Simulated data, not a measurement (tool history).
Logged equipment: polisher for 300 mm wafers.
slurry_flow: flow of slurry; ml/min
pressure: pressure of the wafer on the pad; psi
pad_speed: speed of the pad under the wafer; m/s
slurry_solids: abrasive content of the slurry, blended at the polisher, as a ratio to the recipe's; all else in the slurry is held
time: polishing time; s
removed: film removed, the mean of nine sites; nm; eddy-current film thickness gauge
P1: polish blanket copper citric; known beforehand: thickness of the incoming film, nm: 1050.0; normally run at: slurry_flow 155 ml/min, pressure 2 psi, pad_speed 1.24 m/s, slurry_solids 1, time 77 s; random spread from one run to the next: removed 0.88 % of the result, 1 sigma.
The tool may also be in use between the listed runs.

run,hour,slurry_flow,pressure,pad_speed,slurry_solids,time,wafers polished on this pad,hours since the slurry nozzle was cleaned,hours since the head pressure was calibrated,hours since the slurry blender was calibrated,removed
1,8.8,155,2,1.24,1,77,341,497.5,131.3,245.2,152.53
# hour 12.4: slurry nozzle cleaned
2,16.3,155,2,1.24,0.55,77,415,3.9,138.8,252.7,132.02
3,23.5,155,2,0.58,1,77,487,11.1,146,259.9,73.175
4,32.2,95,2,1.24,1,77,573,19.8,154.7,268.6,136.72
5,37.9,155,1.2,1.24,1,77,630,25.5,160.4,274.3,91.087
6,46.9,200,2,1.24,1,77,719,34.5,169.4,283.3,156.34
7,53.7,155,2,1.74,1,77,787,41.3,176.2,290.1,207.76
8,60.4,155,3.1,1.24,1,77,854,48,182.9,296.8,231.17
9,69.3,155,2,1.24,1,103,942,56.9,191.8,305.7,200.76
10,77.9,155,2,1.24,1,77,1028,65.5,200.4,314.3,151.3
11,83.4,155,2,1.24,1,35,1082,71,205.9,319.8,69.004
12,88.4,155,2,1.24,1,77,1132,76,210.9,324.8,152.05
13,95.3,155,2,1.74,0.55,77,1200,82.9,217.8,331.7,184.37
14,104,155,2,1.24,1,77,1287,91.6,226.5,340.4,148.64
15,113.4,155,2,1.24,1.45,77,1380,101,235.9,349.8,163.53
16,118.3,155,2,1.24,1,77,1429,105.9,240.8,354.7,153.9
17,126.3,155,2,1.24,1,77,1509,113.9,248.8,362.7,146.82
18,133.1,155,2,1.24,1,77,1576,120.7,255.6,369.5,147.28
19,142.2,155,2,1.24,1,77,1667,129.8,264.7,378.6,143.61
20,151.1,155,2,1.24,1,77,1755,138.7,273.6,387.5,146.06
# hour 158.2: head pressure recalibrated
# hour 158.9: slurry blender recalibrated
21,159,155,2,1.24,1,77,1834,146.6,0.8,0.1,144.09
22,169.2,155,2,1.24,1,77,1935,156.8,11,10.3,142.94
23,179.3,155,2,1.24,1,77,2035,166.9,21.1,20.4,141.98

Compared with where it was, what P1 gives has crept away. Each cause listed below fits the log as well as the rest, at the size given for it:
A: removal rate lost through wear of the pad, % = 5.94
B: slurry flow missing at the pad, % = 27.2
The onset of the drift is placed at about hour 118.3.
Ruled out, with reasons:
head's pressure below its setpoint, %: serviced at hour 158.2, after the change had begun; the process did not return to its earlier output
abrasive missing from the slurry, %: serviced at hour 158.9, after the change had begun; the process did not return to its earlier output

The list below offers 4 check runs, each averaging the results of 5 wafers, and shows each result as a question mark. For which of them would the listed causes give clearly different results?
check 1,189.4,95,2,1.24,1,77,,,,,?
check 2,189.4,155,1.5,1.24,0.7,77,,,,,?
check 3,189.4,155,2,1.24,1.2,77,,,,,?
check 4,189.4,155,1.4,1.24,1,77,,,,,?

If the cause were each of the candidates in turn, the checks would give the following:
check,result,if A,if B
check 1,removed,128.49,124.3
check 2,removed,100.03,100.03
check 3,removed,148.09,148.09
check 4,removed,100.88,100.89
Per-check spread between the two closest causes, in the result where they differ most: check 1 3.31 %; check 2 0 %; check 3 0 %; check 4 0 %
Of the check runs offered, only check 1 discriminates between the causes; the rest would read about the same regardless of which cause applies.

Check 1 was carried out, with these results: removed 124.45 nm. Which of the listed causes is responsible?

B is the cause: slurry flow missing at the pad, %.
